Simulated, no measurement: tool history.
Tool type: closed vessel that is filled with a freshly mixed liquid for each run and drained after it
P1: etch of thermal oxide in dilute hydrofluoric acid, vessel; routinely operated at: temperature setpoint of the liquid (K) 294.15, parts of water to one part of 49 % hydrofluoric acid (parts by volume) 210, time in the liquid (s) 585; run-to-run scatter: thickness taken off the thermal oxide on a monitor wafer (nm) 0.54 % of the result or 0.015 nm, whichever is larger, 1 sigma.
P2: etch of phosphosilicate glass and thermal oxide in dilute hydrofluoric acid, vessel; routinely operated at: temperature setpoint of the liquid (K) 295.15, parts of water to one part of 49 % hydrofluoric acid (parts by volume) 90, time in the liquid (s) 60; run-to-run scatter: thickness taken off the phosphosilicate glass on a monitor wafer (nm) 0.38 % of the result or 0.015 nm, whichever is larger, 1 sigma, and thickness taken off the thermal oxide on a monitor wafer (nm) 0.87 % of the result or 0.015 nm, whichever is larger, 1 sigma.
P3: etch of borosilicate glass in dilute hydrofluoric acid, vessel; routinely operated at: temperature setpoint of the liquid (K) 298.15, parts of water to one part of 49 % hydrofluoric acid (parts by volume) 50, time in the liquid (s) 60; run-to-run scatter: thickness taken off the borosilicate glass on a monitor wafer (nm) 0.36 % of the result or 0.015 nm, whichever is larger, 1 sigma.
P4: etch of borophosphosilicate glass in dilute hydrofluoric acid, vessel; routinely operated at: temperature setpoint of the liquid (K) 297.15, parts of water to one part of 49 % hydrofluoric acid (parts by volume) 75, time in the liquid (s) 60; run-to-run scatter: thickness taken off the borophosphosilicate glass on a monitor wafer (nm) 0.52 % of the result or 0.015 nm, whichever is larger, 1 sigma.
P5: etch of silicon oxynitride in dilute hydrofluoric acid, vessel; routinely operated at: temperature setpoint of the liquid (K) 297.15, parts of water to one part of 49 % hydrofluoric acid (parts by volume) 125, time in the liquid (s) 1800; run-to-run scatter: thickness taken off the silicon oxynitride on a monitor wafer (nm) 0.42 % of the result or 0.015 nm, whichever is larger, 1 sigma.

run   hour  process that ran  temperature setpoint of the liquid (K)  parts of water to one part of 49 % hydrofluoric acid (parts by volume)  time in the liquid (s)  thickness taken off the thermal oxide on a monitor wafer (nm)  thickness taken off the borophosphosilicate glass on a monitor wafer (nm)  thickness taken off the silicon oxynitride on a monitor wafer (nm)  thickness taken off the phosphosilicate glass on a monitor wafer (nm)  thickness taken off the borosilicate glass on a monitor wafer (nm)
  1      4                P1                                  294.15                                                                     210                     585                                                         10.675
  2    8.7                P4                                  297.15                                                                      75                     105                                                                                                                                    122.83
  3   13.7                P1                                  294.15                                                                     210                     585                                                         10.598
  4   18.8                P5                                  297.15                                                                     125                     475                                                                                                                                                                                                        5.3324
  5   23.2                P5                                  297.15                                                                     125                    1800                                                                                                                                                                                                        20.283
  6   25.6                P5                                  304.65                                                                     125                    1800                                                                                                                                                                                                        28.246
  7   28.6                P5                                  297.15                                                                      25                    1800                                                                                                                                                                                                        110.31
  8   31.2                P1                                  301.65                                                                     210                     585                                                          14.09
  9   35.2                P2                                  295.15                                                                      90                      95                                                          4.648                                                                                                                                                                                                                194.66
 10   37.6                P1                                  294.15                                                                     385                     585                                                         5.0209
 11   40.9                P1                                  294.15                                                                     210                     585                                                         10.574
 12   43.6                P1                                  294.15                                                                     210                     205                                                         3.7482
 13   47.8                P3                                  298.15                                                                      50                      60                                                                                                                                                                                                                                                                                                                                                   38.689
 14   50.9                P3                                  298.15                                                                      50                      30                                                                                                                                                                                                                                                                                                                                                   19.377
 15   55.9                P4                                  297.15                                                                      75                      60                                                                                                                                    70.748
 16   59.9                P2                                  301.15                                                                      90                      60                                                         3.7833                                                                                                                                                                                                                155.26
 17   62.8                P1                                  290.15                                                                     210                     585                                                         9.1221
 18   66.1                P1                                  294.15                                                                     210                     585                                                         10.674
 19     69                P1                                  294.15                                                                     370                     945                                                         8.4669
 20   73.2                P2                                  295.15                                                                      90                      60                                                         2.9767                                                                                                                                                                                                                122.57
 21   76.8                P3                                  306.15                                                                      50                      60                                                                                                                                                                                                                                                                                                                                                   53.343
 22   79.6                P4                                  297.15                                                                     140                      60                                                                                                                                    34.731
 23   83.9                P1                                  294.15                                                                     210                     585                                                         10.673
 24   87.8                P2                                  295.15                                                                     150                      60                                                          1.664                                                                                                                                                                                                                69.229
 25     92                P1                                  294.15                                                                     210                     585                                                         10.714
 26   95.7                P1                                  294.15                                                                      95                     585                                                         26.784
 27     99                P4                                  305.15                                                                      75                      60                                                                                                                                    96.192
 28  101.8                P3                                  298.15                                                                      80                      60                                                                                                                                                                                                                                                                                                                                                   23.368
 29  105.3                P1                                  294.15                                                                     210                    1155                                                         21.069
 30  108.2                P5                                  297.15                                                                     125                    1800                                                                                                                                                                                                        20.129
 31  112.6                P1                                  294.15                                                                     210                     585                                                         10.693
 32  114.9                P1                                  294.15                                                                     210                     585                                                         10.465
 33  118.3                P1                                  294.15                                                                     210                     585                                                         10.169
 34  122.5                P1                                  294.15                                                                     210                     585                                                         9.9849
 35  125.8                P1                                  294.15                                                                     210                     585                                                         9.9417
 36  130.4                P1                                  294.15                                                                     210                     585                                                         9.8449
 37  134.6                P1                                  294.15                                                                     210                     585                                                         9.8709

The output of P1 has drifted from where it used to be. Each of the 2 causes below, taken at the size shown beside it, accounts for the log equally well:
A: liquid colder than its thermometer reads (K) = 2.25
B: hydrofluoric acid flow below the setpoint (%) = 6.85
The creep began at about hour 112.6.

Question marks stand in for the results of the 4 check runs listed below, each run on one wafer. Under which run would the listed causes show clearly different results?
check 1  138.8                P2                                  295.15                                                                     145                      60                                                              ?                                                                                                                                                                                                                     ?
check 2  138.8                P5                                  297.15                                                                      75                    1040                                                                                                                                                                                                             ?
check 3  138.8                P3                                  304.15                                                                      80                      60                                                                                                                                                                                                                                                                                                                                                        ?
check 4  138.8                P4                                  297.15                                                                     140                      95                                                                                                                                         ?

What every check run would give for each of its results, assuming each possible cause in turn:
  check                                                                     result    if A    if B
check 1              thickness taken off the thermal oxide on a monitor wafer (nm)  1.5703  1.5805
check 1      thickness taken off the phosphosilicate glass on a monitor wafer (nm)  65.334  65.759
check 2         thickness taken off the silicon oxynitride on a monitor wafer (nm)  18.202  18.819
check 3         thickness taken off the borosilicate glass on a monitor wafer (nm)  26.985  27.155
check 4  thickness taken off the borophosphosilicate glass on a monitor wafer (nm)  50.547  50.787
Minimum pairwise separation of causes per check, each pair taken at its best-separating result: check 1 0.65 %; check 2 3.33 %; check 3 0.63 %; check 4 0.47 %
The causes can be told apart only by check 2. The other checks would give nearly the same results under each of them.

Check 2 has now been run. It gave: thickness taken off the silicon oxynitride on a monitor wafer (nm) 18.251. Which of the candidate causes is it?

The correct cause is A, namely: liquid colder than its thermometer reads (K).
